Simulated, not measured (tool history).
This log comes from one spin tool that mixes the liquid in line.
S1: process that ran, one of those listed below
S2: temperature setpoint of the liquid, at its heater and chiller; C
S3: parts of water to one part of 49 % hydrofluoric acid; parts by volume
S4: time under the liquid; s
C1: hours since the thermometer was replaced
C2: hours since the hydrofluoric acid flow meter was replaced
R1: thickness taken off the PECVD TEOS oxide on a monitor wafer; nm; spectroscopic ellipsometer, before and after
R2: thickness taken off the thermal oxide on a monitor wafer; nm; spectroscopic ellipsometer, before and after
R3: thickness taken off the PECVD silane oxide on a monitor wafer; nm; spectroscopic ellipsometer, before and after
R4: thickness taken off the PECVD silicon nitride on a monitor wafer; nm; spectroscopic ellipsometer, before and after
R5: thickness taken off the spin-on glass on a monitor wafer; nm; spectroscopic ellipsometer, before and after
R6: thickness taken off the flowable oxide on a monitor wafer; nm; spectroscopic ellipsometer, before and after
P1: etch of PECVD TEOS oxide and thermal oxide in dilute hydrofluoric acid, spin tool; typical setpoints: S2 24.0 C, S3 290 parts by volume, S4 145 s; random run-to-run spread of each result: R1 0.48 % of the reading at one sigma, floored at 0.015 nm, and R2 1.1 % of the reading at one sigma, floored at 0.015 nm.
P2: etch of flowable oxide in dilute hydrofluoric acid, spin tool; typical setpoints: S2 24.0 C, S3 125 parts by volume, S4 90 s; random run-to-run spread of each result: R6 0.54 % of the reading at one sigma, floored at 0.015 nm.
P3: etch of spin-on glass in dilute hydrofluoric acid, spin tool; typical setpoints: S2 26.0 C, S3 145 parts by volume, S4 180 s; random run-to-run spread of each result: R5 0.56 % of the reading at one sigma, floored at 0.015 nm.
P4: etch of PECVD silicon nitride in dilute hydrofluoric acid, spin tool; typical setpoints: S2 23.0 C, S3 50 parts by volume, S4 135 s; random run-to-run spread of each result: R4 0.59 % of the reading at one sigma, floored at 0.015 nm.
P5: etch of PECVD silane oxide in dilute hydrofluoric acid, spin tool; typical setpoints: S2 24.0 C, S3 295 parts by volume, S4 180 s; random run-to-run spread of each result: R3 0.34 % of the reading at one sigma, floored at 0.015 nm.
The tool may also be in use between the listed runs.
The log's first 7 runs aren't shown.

Run 8, day 4.625: S1 P3, S2 26.0 C, S3 145 parts by volume, S4 100 s; C1 1220.0; C2 1426.3. Result: R5 22.751 nm.
Run 9, day 5.221: S1 P4, S2 23.0 C, S3 50 parts by volume, S4 135 s; C1 1234.3; C2 1440.6. Result: R4 5.1894 nm.
Run 10, day 5.596: S1 P1, S2 20.0 C, S3 290 parts by volume, S4 145 s; C1 1243.3; C2 1449.6. Result: R1 6.59490 nm, R2 1.73870 nm.
At day 5.608: thermometer replaced.
Run 11, day 5.979: S1 P1, S2 24.0 C, S3 290 parts by volume, S4 145 s; C1 8.9; C2 1458.8. Result: R1 7.66240 nm, R2 1.95800 nm.
Run 12, day 6.604: S1 P1, S2 24.0 C, S3 290 parts by volume, S4 145 s; C1 23.9; C2 1473.8. Result: R1 7.55360 nm, R2 1.98150 nm.
Run 13, day 6.962: S1 P1, S2 24.0 C, S3 100 parts by volume, S4 145 s; C1 32.5; C2 1482.4. Result: R1 27.18100 nm, R2 7.04160 nm.
Run 14, day 7.346: S1 P1, S2 24.0 C, S3 290 parts by volume, S4 15 s; C1 41.7; C2 1491.6. Result: R1 0.80498 nm, R2 0.22115 nm.
Run 15, day 7.829: S1 P5, S2 24.0 C, S3 295 parts by volume, S4 280 s; C1 53.3; C2 1503.2. Result: R3 12.3360 nm.
Run 16, day 8.388: S1 P1, S2 30.5 C, S3 290 parts by volume, S4 145 s; C1 66.7; C2 1516.6. Result: R1 9.50220 nm, R2 2.47390 nm.
Run 17, day 8.792: S1 P5, S2 24.0 C, S3 295 parts by volume, S4 180 s; C1 76.4; C2 1526.3. Result: R3 7.9714 nm.
Run 18, day 9.271: S1 P2, S2 30.0 C, S3 125 parts by volume, S4 90 s; C1 87.9; C2 1537.8. Result: R6 32.710 nm.
Run 19, day 9.617: S1 P2, S2 24.0 C, S3 125 parts by volume, S4 90 s; C1 96.2; C2 1546.1. Result: R6 26.134 nm.
Run 20, day 9.983: S1 P5, S2 24.0 C, S3 510 parts by volume, S4 180 s; C1 105.0; C2 1554.9. Result: R3 3.8082 nm.
Run 21, day 10.296: S1 P2, S2 24.0 C, S3 125 parts by volume, S4 180 s; C1 112.5; C2 1562.4. Result: R6 52.372 nm.
Run 22, day 10.654: S1 P3, S2 26.0 C, S3 145 parts by volume, S4 180 s; C1 121.1; C2 1571.0. Result: R5 40.937 nm.
Run 23, day 11.158: S1 P4, S2 31.0 C, S3 50 parts by volume, S4 135 s; C1 133.2; C2 1583.1. Result: R4 8.7537 nm.
Run 24, day 11.692: S1 P1, S2 24.0 C, S3 450 parts by volume, S4 15 s; C1 146.0; C2 1595.9. Result: R1 0.44847 nm, R2 0.11494 nm.

The next listed run, before its measurement:
Run 25, day 12.050: S1 P1, S2 24.0 C, S3 290 parts by volume, S4 245 s; C1 154.6; C2 1604.5. Result: R1 ?, R2 ?.

{"run 25": {"R1": 12.802, "R2": 3.379}}
